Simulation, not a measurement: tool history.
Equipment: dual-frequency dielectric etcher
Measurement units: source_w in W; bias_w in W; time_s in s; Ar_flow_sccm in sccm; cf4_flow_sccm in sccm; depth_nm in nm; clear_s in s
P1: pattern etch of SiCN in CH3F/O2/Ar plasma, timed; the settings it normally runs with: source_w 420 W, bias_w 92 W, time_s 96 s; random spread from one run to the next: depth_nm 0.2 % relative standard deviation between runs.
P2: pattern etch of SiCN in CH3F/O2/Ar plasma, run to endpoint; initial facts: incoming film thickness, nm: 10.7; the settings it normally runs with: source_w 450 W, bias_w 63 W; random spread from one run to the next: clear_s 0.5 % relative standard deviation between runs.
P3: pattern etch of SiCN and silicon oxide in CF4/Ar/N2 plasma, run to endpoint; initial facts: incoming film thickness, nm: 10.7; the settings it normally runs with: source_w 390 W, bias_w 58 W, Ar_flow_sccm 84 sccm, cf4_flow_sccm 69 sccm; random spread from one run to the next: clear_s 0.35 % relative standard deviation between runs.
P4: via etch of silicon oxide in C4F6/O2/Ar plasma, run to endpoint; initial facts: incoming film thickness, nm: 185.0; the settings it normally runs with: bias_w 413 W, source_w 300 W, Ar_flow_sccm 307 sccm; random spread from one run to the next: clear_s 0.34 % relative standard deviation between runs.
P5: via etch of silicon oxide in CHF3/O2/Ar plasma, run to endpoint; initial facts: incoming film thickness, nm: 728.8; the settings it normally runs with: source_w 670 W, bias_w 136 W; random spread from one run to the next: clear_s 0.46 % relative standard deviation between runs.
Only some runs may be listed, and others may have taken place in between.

run	day	process	source_w	bias_w	time_s	Ar_flow_sccm	cf4_flow_sccm	depth_nm	clear_s
1	0.296	P1	420	92	96			38.957	
2	0.675	P5	670	84					454.870
3	1.029	P3	390	58		113	69		15.679
4	1.388	P1	420	92	96			38.937	
5	1.708	P3	390	45		84	69		16.198
6	2.304	P1	420	92	96			39.140	
7	2.621	P1	420	112	96			42.031	
8	3.075	P1	420	72	96			35.803	
9	3.504	P1	420	92	96			39.125	
10	3.821	P1	420	92	96			39.082	
11	4.179	P2	450	45					31.364
12	4.600	P1	250	92	96			32.241	
13	5.112	P3	390	58		84	97		14.353
14	5.771	P1	580	70	96			39.938	
15	6.283	P2	450	63					28.020
16	6.612	P1	420	92	123			49.904	
17	6.925	P4	190	413		307			57.039
18	7.467	P3	550	58		84	69		11.120
19	7.850	P1	550	92	96			43.190	
20	8.371	P5	670	136					393.190
21	8.683	P3	390	58		84	69		15.011
22	9.204	P1	420	92	96			38.931	
23	9.742	P1	420	92	71			28.890	
24	10.171	P5	390	136					484.270
25	10.588	P2	290	63					32.752
26	10.971	P4	300	298		307			54.249
27	11.475	P4	300	413		307			48.179
28	11.950	P4	300	413		186			45.416
29	12.429	P1	420	92	96			38.951	
30	12.750	P1	420	92	96			39.064	
31	13.062	P1	420	92	96			39.371	
32	13.538	P1	420	92	96			39.338	
33	13.962	P1	420	92	96			39.440	
34	14.358	P1	420	92	96			39.579	
35	14.754	P1	420	92	96			39.563	
# day 14.896: wet clean of the chamber
36	15.183	P1	420	92	96			39.554	
37	15.538	P1	420	92	96			39.596	
38	16.129	P1	420	92	96			39.456	
39	16.450	P1	420	92	96			39.716	

Compared with where it was, what P1 gives has crept away. Each cause listed below fits the log as well as the rest, at the size given for it:
A: bias power that arrives over what is set, % = 4.19
B: source power that arrives over what is set, % = 4.2
The onset of the drift is placed at about day 12.429.
Every other cause this tool's parts could produce, and why it does not fit the log:
chamber walls in a state that raises the etch rate, %: serviced after onset, at day 14.896, with no recovery of the prior output

Which of the 4 check runs listed below, each an average over 2 wafers with its results shown as question marks, gives clearly different results under the different listed causes?
check 1	16.771	P5	400	85					?
check 2	16.771	P4	240	413		187			?
check 3	16.771	P3	390	58		84	89		?
check 4	16.771	P2	300	63					?

Outcome of each check run for each possible cause:
check	result	if A	if B
check 1	clear_s	548.780	546.410
check 2	clear_s	48.696	48.704
check 3	clear_s	14.293	13.952
check 4	clear_s	32.093	32.060
Gap, in per cent, between the two causes that each check separates least, read from the result that separates them most: check 1 0.43 %; check 2 0.02 %; check 3 2.41 %; check 4 0.1 %
Only in check 3 would the causes give clearly different results; in the remaining checks their results would be nearly the same.

Here is what check 3 returned: clear_s 14.275 s. Which cause is it?

A is the cause: bias power that arrives over what is set, %.
